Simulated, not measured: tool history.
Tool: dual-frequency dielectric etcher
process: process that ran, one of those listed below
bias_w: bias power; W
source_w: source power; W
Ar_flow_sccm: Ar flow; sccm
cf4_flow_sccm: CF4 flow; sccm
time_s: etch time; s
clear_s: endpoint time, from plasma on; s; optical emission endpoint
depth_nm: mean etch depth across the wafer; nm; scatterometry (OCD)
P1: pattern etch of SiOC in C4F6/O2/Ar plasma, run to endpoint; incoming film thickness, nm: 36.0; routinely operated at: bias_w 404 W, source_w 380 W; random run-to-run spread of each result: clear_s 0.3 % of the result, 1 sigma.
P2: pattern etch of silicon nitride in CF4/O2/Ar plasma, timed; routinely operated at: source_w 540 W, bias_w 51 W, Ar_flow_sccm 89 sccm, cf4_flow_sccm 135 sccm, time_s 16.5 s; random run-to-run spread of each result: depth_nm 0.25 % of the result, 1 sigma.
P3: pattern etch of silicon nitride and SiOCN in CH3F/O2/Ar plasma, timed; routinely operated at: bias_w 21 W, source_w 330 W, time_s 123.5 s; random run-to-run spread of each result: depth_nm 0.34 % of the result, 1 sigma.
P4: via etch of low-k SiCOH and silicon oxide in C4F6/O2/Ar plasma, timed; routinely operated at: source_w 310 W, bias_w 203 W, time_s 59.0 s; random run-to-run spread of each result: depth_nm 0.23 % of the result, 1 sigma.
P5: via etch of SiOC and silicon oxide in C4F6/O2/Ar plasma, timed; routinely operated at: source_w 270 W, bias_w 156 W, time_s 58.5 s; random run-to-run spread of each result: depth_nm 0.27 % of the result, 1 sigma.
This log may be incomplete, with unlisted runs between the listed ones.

run	hour	process	bias_w	source_w	Ar_flow_sccm	cf4_flow_sccm	time_s	clear_s	depth_nm
1	10.1	P1	404	380				13.765	
2	18.1	P2	51	540	54	135	16.5		35.9250
3	36.5	P5	156	270			84.5		76.6270
4	48.6	P3	21	330			123.5		14.5010
5	62.3	P1	565	380				12.092	
6	74.1	P1	498	230				15.283	
7	85.0	P2	51	540	89	135	16.5		34.3750
8	95.1	P3	21	330			68.0		8.0471
9	108.8	P1	404	250				16.071	
10	125.4	P5	156	270			58.5		53.0460
11	143.5	P2	51	540	89	135	16.5		34.3810
12	155.6	P4	203	310			59.0		158.2100
13	163.9	P5	220	270			58.5		59.1560
14	180.8	P4	203	310			59.0		157.3800
15	190.1	P1	263	260				18.438	
16	199.3	P2	51	320	89	135	16.5		21.8260
17	214.3	P2	51	540	89	90	16.5		32.8260
18	222.5	P3	13	330			123.5		11.9370
19	238.8	P4	203	310			44.5		118.2500
20	246.8	P1	404	460				12.722	
21	259.6	P1	404	380				13.653	
22	273.5	P5	156	380			58.5		60.2140
23	287.0	P3	21	330			123.5		14.5370
24	295.1	P4	274	310			59.0		174.6400
25	312.9	P1	404	380				13.696	
26	330.8	P1	404	380				13.722	
27	340.9	P1	404	380				13.638	
28	352.5	P5	156	270			58.5		53.0010
29	370.7	P2	29	540	89	135	16.5		28.4970
30	387.1	P1	285	380				15.454	
31	404.1	P2	51	540	89	135	9.0		18.7040
32	415.7	P3	21	220			123.5		12.6680
33	426.9	P4	203	390			59.0		172.2100
34	435.8	P1	404	380				13.674	
35	452.2	P1	404	380				13.691	
36	468.1	P1	404	380				13.554	
37	484.1	P1	404	380				13.541	
# hour 489.6: wet clean of the chamber
38	499.1	P1	404	380				13.491	
39	517.4	P1	404	380				13.559	
40	531.0	P1	404	380				13.535	
41	543.2	P1	404	380				13.511	

Compared with where it was, what P1 gives has crept away. Each cause listed below fits the log as well as the rest, at the size given for it:
A: source power that arrives over what is set, % = 4.14
B: bias power that arrives over what is set, % = 4.24
The onset of the drift is placed at about hour 452.2.
Ruled out, with reasons:
chamber walls in a state that raises the etch rate, %: serviced at hour 489.6, after the drift had started, without restoring the earlier output

Listed below are the offered check runs, one wafer per run, with question marks in place of results. For which of them would the causes give clearly different outcomes?
check 1	555.4	P4	203	360			47.0		?
check 2	555.4	P2	32	370	89	135	16.5		?
check 3	555.4	P5	216	270			58.5		?
check 4	555.4	P3	15	250			123.5		?

If the cause were each of the candidates in turn, the checks would give the following:
check	result	if A	if B
check 1	depth_nm	135.0700	134.8000
check 2	depth_nm	21.7870	21.3070
check 3	depth_nm	59.8000	59.7310
check 4	depth_nm	11.5790	11.6180
Per check, the gap between the least separated pair of causes, taken in the result that splits them most: check 1 0.2 %; check 2 2.23 %; check 3 0.12 %; check 4 0.33 %
The other checks would show nearly matching results whichever cause is true, so check 2 is the only one that separates the causes.

Check 2 has now been run. It gave: depth_nm 21.3360 nm. Which of the candidate causes is it?

Of the candidate causes, it is B: bias power that arrives over what is set, %.
